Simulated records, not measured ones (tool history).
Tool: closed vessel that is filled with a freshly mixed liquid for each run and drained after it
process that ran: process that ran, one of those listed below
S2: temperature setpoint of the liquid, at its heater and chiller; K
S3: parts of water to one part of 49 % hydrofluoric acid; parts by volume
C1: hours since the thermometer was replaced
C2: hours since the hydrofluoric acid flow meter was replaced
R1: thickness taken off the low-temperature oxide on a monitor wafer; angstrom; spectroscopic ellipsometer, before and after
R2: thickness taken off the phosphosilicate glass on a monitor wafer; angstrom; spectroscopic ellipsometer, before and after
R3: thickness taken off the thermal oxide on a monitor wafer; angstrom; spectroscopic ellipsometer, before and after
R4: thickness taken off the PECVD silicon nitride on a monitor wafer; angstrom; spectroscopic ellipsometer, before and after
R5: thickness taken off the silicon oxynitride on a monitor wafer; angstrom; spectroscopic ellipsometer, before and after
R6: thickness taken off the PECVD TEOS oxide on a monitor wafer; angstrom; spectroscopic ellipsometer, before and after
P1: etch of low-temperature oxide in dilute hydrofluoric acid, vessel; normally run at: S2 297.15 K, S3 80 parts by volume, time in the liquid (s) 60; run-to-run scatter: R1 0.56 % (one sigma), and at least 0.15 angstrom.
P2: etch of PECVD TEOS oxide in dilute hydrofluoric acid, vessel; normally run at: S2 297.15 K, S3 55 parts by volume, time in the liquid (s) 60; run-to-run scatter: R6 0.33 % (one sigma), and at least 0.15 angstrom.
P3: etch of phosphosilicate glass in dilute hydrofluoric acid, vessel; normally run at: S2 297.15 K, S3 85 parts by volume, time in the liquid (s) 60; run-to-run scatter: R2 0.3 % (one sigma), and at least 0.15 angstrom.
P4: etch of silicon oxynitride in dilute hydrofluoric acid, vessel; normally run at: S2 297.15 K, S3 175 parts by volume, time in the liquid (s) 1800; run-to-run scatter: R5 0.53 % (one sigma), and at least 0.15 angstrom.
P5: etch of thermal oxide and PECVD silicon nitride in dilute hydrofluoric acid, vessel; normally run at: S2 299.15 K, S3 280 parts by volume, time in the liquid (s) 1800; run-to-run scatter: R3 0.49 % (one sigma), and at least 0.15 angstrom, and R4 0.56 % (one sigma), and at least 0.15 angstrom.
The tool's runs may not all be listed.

Run 1, hour 15.7: process that ran P1, S2 297.15 K, S3 80 parts by volume, time in the liquid (s) 60; C1 262.6; C2 657.1. Result: R1 175.81 angstrom.
Run 2, hour 30.4: process that ran P1, S2 297.15 K, S3 80 parts by volume, time in the liquid (s) 60; C1 277.3; C2 671.8. Result: R1 174.83 angstrom.
Run 3, hour 45.6: process that ran P1, S2 297.15 K, S3 20 parts by volume, time in the liquid (s) 95; C1 292.5; C2 687. Result: R1 1196.3 angstrom.
Run 4, hour 55.4: process that ran P3, S2 293.15 K, S3 85 parts by volume, time in the liquid (s) 60; C1 302.3; C2 696.8. Result: R2 644.75 angstrom.
Run 5, hour 63.8: process that ran P5, S2 299.15 K, S3 280 parts by volume, time in the liquid (s) 1800; C1 310.7; C2 705.2. Result: R3 265.62 angstrom, R4 201.99 angstrom.
Run 6, hour 72.3: process that ran P3, S2 297.15 K, S3 120 parts by volume, time in the liquid (s) 60; C1 319.2; C2 713.7. Result: R2 514.52 angstrom.
Run 7, hour 85.2: process that ran P4, S2 297.15 K, S3 175 parts by volume, time in the liquid (s) 1800; C1 332.1; C2 726.6. Result: R5 138.5 angstrom.
Run 8, hour 95.7: process that ran P4, S2 297.15 K, S3 175 parts by volume, time in the liquid (s) 315; C1 342.6; C2 737.1. Result: R5 24.324 angstrom.
Run 9, hour 109.8: process that ran P1, S2 297.15 K, S3 45 parts by volume, time in the liquid (s) 60; C1 356.7; C2 751.2. Result: R1 325.73 angstrom.
Run 10, hour 122.9: process that ran P1, S2 297.15 K, S3 80 parts by volume, time in the liquid (s) 60; C1 369.8; C2 764.3. Result: R1 173.22 angstrom.
Run 11, hour 136.8: process that ran P1, S2 297.15 K, S3 115 parts by volume, time in the liquid (s) 60; C1 383.7; C2 778.2. Result: R1 115.65 angstrom.
Run 12, hour 150.3: process that ran P1, S2 304.15 K, S3 80 parts by volume, time in the liquid (s) 60; C1 397.2; C2 791.7. Result: R1 230.33 angstrom.
Run 13, hour 166: process that ran P1, S2 297.15 K, S3 80 parts by volume, time in the liquid (s) 60; C1 412.9; C2 807.4. Result: R1 174.61 angstrom.
Run 14, hour 177: process that ran P2, S2 291.15 K, S3 55 parts by volume, time in the liquid (s) 60; C1 423.9; C2 818.4. Result: R6 148.37 angstrom.
Run 15, hour 187.9: process that ran P4, S2 297.15 K, S3 35 parts by volume, time in the liquid (s) 1800; C1 434.8; C2 829.3. Result: R5 784.42 angstrom.
Run 16, hour 201.7: process that ran P3, S2 297.15 K, S3 85 parts by volume, time in the liquid (s) 60; C1 448.6; C2 843.1. Result: R2 758.32 angstrom.
Run 17, hour 217: process that ran P5, S2 299.15 K, S3 280 parts by volume, time in the liquid (s) 2735; C1 463.9; C2 858.4. Result: R3 402.61 angstrom, R4 305.89 angstrom.
Run 18, hour 229.1: process that ran P2, S2 297.15 K, S3 55 parts by volume, time in the liquid (s) 60; C1 476; C2 870.5. Result: R6 190.99 angstrom.
Run 19, hour 241.3: process that ran P5, S2 294.65 K, S3 280 parts by volume, time in the liquid (s) 1800; C1 488.2; C2 882.7. Result: R3 227.52 angstrom, R4 153.97 angstrom.
Run 20, hour 251.2: process that ran P1, S2 297.15 K, S3 80 parts by volume, time in the liquid (s) 85; C1 498.1; C2 892.6. Result: R1 245.47 angstrom.
Run 21, hour 265.1: process that ran P5, S2 299.15 K, S3 160 parts by volume, time in the liquid (s) 1800; C1 512; C2 906.5. Result: R3 535.44 angstrom, R4 355.6 angstrom.
At hour 268.5: hydrofluoric acid flow meter replaced.
Run 22, hour 277: process that ran P4, S2 302.65 K, S3 175 parts by volume, time in the liquid (s) 1800; C1 523.9; C2 8.6. Result: R5 177.43 angstrom.
Run 23, hour 288.5: process that ran P1, S2 297.15 K, S3 80 parts by volume, time in the liquid (s) 30; C1 535.4; C2 20.1. Result: R1 86.668 angstrom.
Run 24, hour 302.6: process that ran P1, S2 292.65 K, S3 80 parts by volume, time in the liquid (s) 60; C1 549.5; C2 34.2. Result: R1 144.62 angstrom.
Run 25, hour 317: process that ran P3, S2 297.15 K, S3 85 parts by volume, time in the liquid (s) 30; C1 563.9; C2 48.6. Result: R2 380.49 angstrom.
Run 26, hour 331.4: process that ran P3, S2 297.15 K, S3 85 parts by volume, time in the liquid (s) 60; C1 578.3; C2 63. Result: R2 761.52 angstrom.
Run 27, hour 339.4: process that ran P2, S2 297.15 K, S3 55 parts by volume, time in the liquid (s) 30; C1 586.3; C2 71. Result: R6 95.211 angstrom.
Run 28, hour 346.6: process that ran P1, S2 290.15 K, S3 80 parts by volume, time in the liquid (s) 30; C1 593.5; C2 78.2. Result: R1 65.095 angstrom.
Run 29, hour 356.1: process that ran P2, S2 297.15 K, S3 25 parts by volume, time in the liquid (s) 60; C1 603; C2 87.7. Result: R6 438.19 angstrom.
Run 30, hour 363.9: process that ran P4, S2 297.15 K, S3 175 parts by volume, time in the liquid (s) 1800; C1 610.8; C2 95.5. Result: R5 139.43 angstrom.
Run 31, hour 373.1: process that ran P1, S2 297.15 K, S3 80 parts by volume, time in the liquid (s) 60; C1 620; C2 104.7. Result: R1 173.56 angstrom.
Run 32, hour 381.2: process that ran P1, S2 297.15 K, S3 80 parts by volume, time in the liquid (s) 60; C1 628.1; C2 112.8. Result: R1 177.54 angstrom.
Run 33, hour 389.2: process that ran P1, S2 297.15 K, S3 80 parts by volume, time in the liquid (s) 60; C1 636.1; C2 120.8. Result: R1 180.32 angstrom.
Run 34, hour 404.8: process that ran P1, S2 297.15 K, S3 80 parts by volume, time in the liquid (s) 60; C1 651.7; C2 136.4. Result: R1 184.67 angstrom.
Run 35, hour 419.1: process that ran P1, S2 297.15 K, S3 80 parts by volume, time in the liquid (s) 60; C1 666; C2 150.7. Result: R1 184.08 angstrom.
Run 36, hour 433.5: process that ran P1, S2 297.15 K, S3 80 parts by volume, time in the liquid (s) 60; C1 680.4; C2 165.1. Result: R1 186.28 angstrom.
Run 37, hour 443.4: process that ran P1, S2 297.15 K, S3 80 parts by volume, time in the liquid (s) 60; C1 690.3; C2 175. Result: R1 185.44 angstrom.
Run 38, hour 458.1: process that ran P1, S2 297.15 K, S3 80 parts by volume, time in the liquid (s) 60; C1 705; C2 189.7. Result: R1 187.01 angstrom.
Run 39, hour 466.9: process that ran P1, S2 297.15 K, S3 80 parts by volume, time in the liquid (s) 60; C1 713.8; C2 198.5. Result: R1 187.29 angstrom.

What P1 gives has crept away from where it was. These 2 causes fit the log equally well, each at the size given:
A: hydrofluoric acid flow above the setpoint (%) = 6.39
B: liquid hotter than its thermometer reads (K) = 1.71
The creep began at about hour 373.1.

4 check runs are offered, one wafer each, their results left as question marks. Which one tells the causes apart?
Run check 1, hour 475.7: process that ran P3, S2 297.15 K, S3 85 parts by volume, time in the liquid (s) 60. Result: R2 ?.
Run check 2, hour 475.7: process that ran P4, S2 297.15 K, S3 175 parts by volume, time in the liquid (s) 1800. Result: R5 ?.
Run check 3, hour 475.7: process that ran P5, S2 299.15 K, S3 280 parts by volume, time in the liquid (s) 1800. Result: R3 ?, R4 ?.
Run check 4, hour 475.7: process that ran P2, S2 297.15 K, S3 55 parts by volume, time in the liquid (s) 60. Result: R6 ?.

What each check would give under each cause:
  check  result    if A    if B
check 1      R2  813.14  812.77
check 2      R5  149.26  150.25
check 3      R3  288.45  282.33
check 3      R4  215.61  224.41
check 4      R6  204.22  204.91
How far apart the two closest causes lie, in the result that separates them most: check 1 0.05 %; check 2 0.66 %; check 3 4 %; check 4 0.34 %
Only check 3 tells the causes apart: in the others they would give nearly the same result.

Check 3 was then run and gave: R3 283.11 angstrom; R4 222.96 angstrom. Which cause is it?

It is B: liquid hotter than its thermometer reads (K).
